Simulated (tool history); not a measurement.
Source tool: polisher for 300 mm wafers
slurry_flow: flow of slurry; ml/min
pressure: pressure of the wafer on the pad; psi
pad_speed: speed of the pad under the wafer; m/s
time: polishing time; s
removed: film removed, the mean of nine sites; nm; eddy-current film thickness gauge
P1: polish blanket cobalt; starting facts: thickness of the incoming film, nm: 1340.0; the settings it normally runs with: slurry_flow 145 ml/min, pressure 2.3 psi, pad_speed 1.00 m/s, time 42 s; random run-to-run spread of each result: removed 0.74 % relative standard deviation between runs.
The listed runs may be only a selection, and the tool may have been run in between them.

run,hour,slurry_flow,pressure,pad_speed,time,wafers polished on this pad,hours since the slurry nozzle was cleaned,hours since the head pressure was calibrated,removed
1,2.9,145,2.3,1.00,42,449,106.9,130.2,209.59
2,9.6,145,2.3,1.00,42,524,113.6,136.9,212.06
3,15.9,145,2.3,1.52,42,595,119.9,143.2,316.71
4,20.9,145,2.3,1.00,67,652,124.9,148.2,333.99
5,24.4,145,2.3,1.00,42,691,128.4,151.7,210.17
6,29.8,145,2.3,1.00,42,752,133.8,157.1,207.76
7,35.6,145,2.3,0.46,42,817,139.6,162.9,96.11
8,39.3,230,2.3,1.00,42,859,143.3,166.6,224.39
9,43.8,145,2.3,1.00,23,909,147.8,171.1,114.48
10,49.4,105,2.3,1.00,42,972,153.4,176.7,195.89
# hour 52.8: worn pad replaced by a new one
11,53.2,145,2.3,1.00,42,4,157.2,180.5,207.84
12,56.4,145,1.4,1.32,42,40,160.4,183.7,166.55
13,61.0,145,1.3,1.00,42,92,165.0,188.3,119.59
14,64.4,145,2.3,1.00,42,130,168.4,191.7,214.42
15,68.6,145,3.2,1.00,42,178,172.6,195.9,291.77
16,72.3,145,2.3,1.00,42,219,176.3,199.6,210.75
17,79.1,145,2.3,1.00,42,296,183.1,206.4,203.89
18,83.1,145,2.3,1.00,42,341,187.1,210.4,201.03
19,88.0,145,2.3,1.00,42,396,192.0,215.3,195.96
20,91.7,145,2.3,1.00,42,438,195.7,219.0,194.00
21,96.4,145,2.3,1.00,42,491,200.4,223.7,191.58
22,100.8,145,2.3,1.00,42,540,204.8,228.1,192.36

Expected results for the next run?
# hour 103.8: worn pad replaced by a new one
23,105.2,145,2.3,1.00,42,16,209.2,232.5,?

Run 23 produced removed 191.82 nm.
